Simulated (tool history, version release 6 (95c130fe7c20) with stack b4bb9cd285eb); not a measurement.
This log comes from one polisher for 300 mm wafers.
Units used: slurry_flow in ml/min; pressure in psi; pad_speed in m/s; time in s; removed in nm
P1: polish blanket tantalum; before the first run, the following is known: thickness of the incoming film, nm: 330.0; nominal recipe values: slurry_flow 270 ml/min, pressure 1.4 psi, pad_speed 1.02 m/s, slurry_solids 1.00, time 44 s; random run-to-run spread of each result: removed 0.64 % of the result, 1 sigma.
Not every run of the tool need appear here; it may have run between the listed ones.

run,hour,slurry_flow,pressure,pad_speed,slurry_solids,time,wafers polished on this pad,hours since the slurry nozzle was cleaned,hours since the head pressure was calibrated,hours since the slurry blender was calibrated,removed
1,11.4,270,1.4,1.02,1.00,44,395,84.4,191.3,176.2,57.799
2,26.6,270,1.4,0.70,1.00,21,587,99.6,206.5,191.4,18.603
3,44.0,270,0.9,1.02,1.00,44,807,117.0,223.9,208.8,36.564
4,60.3,175,1.4,1.02,0.75,44,1014,133.3,240.2,225.1,49.539
5,76.1,270,1.4,1.02,1.00,67,1214,149.1,256.0,240.9,86.888
6,87.4,270,1.4,0.52,1.00,44,1357,160.4,267.3,252.2,28.931
7,102.6,270,1.4,1.02,1.35,44,1550,175.6,282.5,267.4,62.970
8,113.5,270,0.9,1.02,1.35,44,1688,186.5,293.4,278.3,39.878
# hour 125.6: slurry blender recalibrated
9,126.5,270,1.4,1.02,1.00,23,1852,199.5,306.4,0.9,29.837
10,137.5,270,1.4,1.02,1.00,44,1992,210.5,317.4,11.9,57.549
11,151.2,160,1.4,1.02,1.00,44,2165,224.2,331.1,25.6,53.292
12,168.8,270,1.4,1.02,0.60,44,2388,241.8,348.7,43.2,48.270
13,179.2,270,1.4,1.44,1.00,44,2520,252.2,359.1,53.6,80.921
14,193.2,270,1.4,1.02,1.00,44,2697,266.2,373.1,67.6,56.950
15,210.7,270,1.4,1.02,1.00,44,2919,283.7,390.6,85.1,57.391
# hour 212.0: slurry nozzle cleaned
# hour 218.3: worn pad replaced by a new one
16,218.9,270,1.4,1.02,1.00,44,8,6.9,398.8,93.3,57.473
17,233.7,395,1.4,1.02,1.00,44,195,21.7,413.6,108.1,59.472
18,248.2,270,2.2,1.02,1.00,44,379,36.2,428.1,122.6,89.635
19,257.2,270,1.4,1.02,1.00,44,493,45.2,437.1,131.6,57.656
20,266.4,270,1.4,1.02,1.00,44,610,54.4,446.3,140.8,56.393
21,278.7,270,1.4,1.02,1.00,44,765,66.7,458.6,153.1,55.147
22,290.8,270,1.4,1.02,1.00,44,919,78.8,470.7,165.2,53.352
23,303.3,270,1.4,1.02,1.00,44,1077,91.3,483.2,177.7,53.153
# hour 309.7: slurry nozzle cleaned
# hour 313.0: worn pad replaced by a new one
24,313.9,270,1.4,1.02,1.00,44,12,4.3,493.8,188.3,52.298
25,322.0,270,1.4,1.02,1.00,44,114,12.4,501.9,196.4,52.724
26,333.0,270,1.4,1.02,1.00,44,254,23.4,512.9,207.4,52.850
27,349.3,270,1.4,1.02,1.00,44,460,39.7,529.2,223.7,52.088
28,362.6,270,1.4,1.02,1.00,44,629,53.0,542.5,237.0,52.560

Something has made what P1 gives creep away from where it was; the 2 causes below, each at its own stated size, fit the log equally well:
A: head's pressure below its setpoint, % = 8.68
B: abrasive missing from the slurry, % = 25
The process output started creeping at around hour 257.2.
Ruled out, with reasons:
removal rate lost through wear of the pad, %: serviced at hour 313.0, which brought nothing back
slurry flow missing at the pad, %: serviced at hour 309.7, which brought nothing back

The 4 check runs listed below each average the results of 3 wafers, and their outcomes are marked with question marks. Under which run would the listed causes produce clearly different results?
check 1,375.9,270,2.0,1.02,1.00,44,,,,,?
check 2,375.9,270,1.4,0.54,1.00,63,,,,,?
check 3,375.9,270,1.4,1.02,1.00,34,,,,,?
check 4,375.9,270,1.4,1.02,0.65,23,,,,,?

Outcome of each check run for each possible cause:
check,result,if A,if B
check 1,removed,74.725,74.712
check 2,removed,39.650,39.644
check 3,removed,40.420,40.413
check 4,removed,23.697,23.026
Minimum pairwise separation of causes per check, each pair taken at its best-separating result: check 1 0.02 %; check 2 0.02 %; check 3 0.02 %; check 4 2.87 %
Check 4 is the one run that separates the causes; every other check would come out nearly the same whichever cause is at work.

Check 4 was carried out, with these results: removed 23.200 nm. Which of the listed causes is responsible?

The correct cause is B, namely: abrasive missing from the slurry, %.
